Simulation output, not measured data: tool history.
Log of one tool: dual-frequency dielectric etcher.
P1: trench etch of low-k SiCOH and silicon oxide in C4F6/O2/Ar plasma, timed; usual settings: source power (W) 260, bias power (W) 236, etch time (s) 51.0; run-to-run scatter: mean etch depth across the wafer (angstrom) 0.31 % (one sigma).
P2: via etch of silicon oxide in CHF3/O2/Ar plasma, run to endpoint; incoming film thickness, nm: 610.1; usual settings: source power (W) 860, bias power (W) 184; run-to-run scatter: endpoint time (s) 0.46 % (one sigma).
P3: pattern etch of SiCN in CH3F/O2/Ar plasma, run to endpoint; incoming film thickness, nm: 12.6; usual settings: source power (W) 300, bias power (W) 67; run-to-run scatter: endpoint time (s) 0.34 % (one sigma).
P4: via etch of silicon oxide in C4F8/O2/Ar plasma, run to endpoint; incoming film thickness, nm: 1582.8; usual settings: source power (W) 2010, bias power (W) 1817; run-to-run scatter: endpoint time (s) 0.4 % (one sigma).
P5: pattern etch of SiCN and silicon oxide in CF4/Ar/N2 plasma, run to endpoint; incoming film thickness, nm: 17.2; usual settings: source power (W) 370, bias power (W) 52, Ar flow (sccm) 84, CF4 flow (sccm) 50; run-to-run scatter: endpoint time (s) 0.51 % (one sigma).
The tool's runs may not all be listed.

run   hour  process that ran  source power (W)  bias power (W)  etch time (s)  Ar flow (sccm)  CF4 flow (sccm)  hours since the last wet clean  hours since the last source power generator calibration  hours since the last bias power generator calibration  mean etch depth across the wafer (angstrom)  endpoint time (s)
  1    3.8                P1               260             236           51.0                                                            324.8                                                    899.8                                                  246.0                                       1542.5
  2    8.8                P1               340             236           40.5                                                            329.8                                                    904.8                                                  251.0                                       1363.1
  3   13.9                P4              2010            1817                                                                           334.9                                                    909.9                                                  256.1                                                         329.680
  4   17.6                P4              2740            1817                                                                           338.6                                                    913.6                                                  259.8                                                         290.610
  5   21.2                P5               370              52                             84               31                           342.2                                                    917.2                                                  263.4                                                          28.708
  6   26.0                P1               260             236           51.0                                                            347.0                                                    922.0                                                  268.2                                       1548.4
  7   30.2                P1               350             236           51.0                                                            351.2                                                    926.2                                                  272.4                                       1735.0
  8   35.3                P5               370              71                             84               50                           356.3                                                    931.3                                                  277.5                                                          23.529
  9   39.4                P3               300              91                                                                           360.4                                                    935.4                                                  281.6                                                          33.334
 10   42.5                P3               300              67                                                                           363.5                                                    938.5                                                  284.7                                                          37.151
 11   46.3                P3               300              67                                                                           367.3                                                    942.3                                                  288.5                                                          37.380
 12   50.0                P5               370              52                             84               50                           371.0                                                    946.0                                                  292.2                                                          26.480
 13   53.8                P1               260             236           39.0                                                            374.8                                                    949.8                                                  296.0                                       1181.4
 14   58.7                P1               260             236           51.0                                                            379.7                                                    954.7                                                  300.9                                       1546.5
      60.9  -- bias power generator calibrated
 15   61.1                P2               860             184                                                                           382.1                                                    957.1                                                    0.3                                                         263.560
 16   65.1                P4              2010            1078                                                                           386.1                                                    961.1                                                    4.3                                                         380.710
 17   68.8                P1               260             236           51.0                                                            389.8                                                    964.8                                                    8.0                                       1547.5
 18   71.6                P1               260             282           34.0                                                            392.6                                                    967.6                                                   10.8                                       1090.9
 19   74.8                P1               260             236           76.5                                                            395.8                                                    970.8                                                   14.0                                       2323.0
 20   80.0                P5               370              52                             56               50                           401.0                                                    976.0                                                   19.2                                                          24.815
 21   85.4                P1               160             236           51.0                                                            406.4                                                    981.4                                                   24.6                                       1284.3
      86.7  -- source power generator calibrated
 22   87.9                P1               260             288           51.0                                                            408.9                                                      1.2                                                   27.1                                       1654.6
 23   92.9                P2               860             227                                                                           413.9                                                      6.2                                                   32.1                                                         244.590
 24   96.2                P2               580             184                                                                           417.2                                                      9.5                                                   35.4                                                         306.230
 25  101.0                P5               240              52                             84               50                           422.0                                                     14.3                                                   40.2                                                          38.797
 26  104.2                P1               260             146           51.0                                                            425.2                                                     17.5                                                   43.4                                       1314.3
 27  108.9                P5               370              52                             84               50                           429.9                                                     22.2                                                   48.1                                                          26.319
 28  114.1                P1               260             236           51.0                                                            435.1                                                     27.4                                                   53.3                                       1550.5
 29  117.2                P4              2010            1817                                                                           438.2                                                     30.5                                                   56.4                                                         329.240
 30  122.4                P3               360              67                                                                           443.4                                                     35.7                                                   61.6                                                          34.871
 31  124.9                P1               260             236           51.0                                                            445.9                                                     38.2                                                   64.1                                       1544.1
 32  128.7                P1               260             236           51.0                                                            449.7                                                     42.0                                                   67.9                                       1554.7
 33  133.3                P1               260             236           51.0                                                            454.3                                                     46.6                                                   72.5                                       1547.6
 34  136.8                P1               260             236           51.0                                                            457.8                                                     50.1                                                   76.0                                       1560.0
     140.8  -- wet clean of the chamber
 35  141.6                P1               260             236           51.0                                                              0.9                                                     54.9                                                   80.8                                       1563.6
 36  144.6                P1               260             236           51.0                                                              3.9                                                     57.9                                                   83.8                                       1569.8
 37  149.6                P1               260             236           51.0                                                              8.9                                                     62.9                                                   88.8                                       1572.8
 38  152.9                P1               260             236           51.0                                                             12.2                                                     66.2                                                   92.1                                       1564.5
 39  157.6                P1               260             236           51.0                                                             16.9                                                     70.9                                                   96.8                                       1558.2
 40  160.5                P1               260             236           51.0                                                             19.8                                                     73.8                                                   99.7                                       1569.1
 41  164.9                P1               260             236           51.0                                                             24.2                                                     78.2                                                  104.1                                       1562.1

What P1 gives has crept away from where it was. These 2 causes fit the log equally well, each at the size given:
A: bias power that arrives over what is set, % = 4.63
B: source power that arrives over what is set, % = 4.19
The creep began at about hour 124.9.
Why every other cause is out:
chamber walls in a state that raises the etch rate, %: serviced at hour 140.8, which brought nothing back

4 check runs are offered, each on 3 wafers whose results are averaged, their results left as question marks. Which one tells the causes apart?
check 1  169.3                P3               350              67                                                                                                                                                                                                                                                               ?
check 2  169.3                P2               680             211                                                                                                                                                                                                                                                               ?
check 3  169.3                P4              2720            1424                                                                                                                                                                                                                                                               ?
check 4  169.3                P5               370              52                             60               37                                                                                                                                                                                                               ?

What each check would give under each cause:
  check             result     if A     if B
check 1  endpoint time (s)   34.603   34.621
check 2  endpoint time (s)  270.130  270.140
check 3  endpoint time (s)  308.130  306.550
check 4  endpoint time (s)   25.719   25.169
How far apart the two closest causes lie, in the result that separates them most: check 1 0.05 %; check 2 0 %; check 3 0.51 %; check 4 2.16 %
Only check 4 tells the causes apart: in the others they would give nearly the same result.

Check 4 was then run and gave: endpoint time (s) 25.098. Which cause is it?

It is B: source power that arrives over what is set, %.
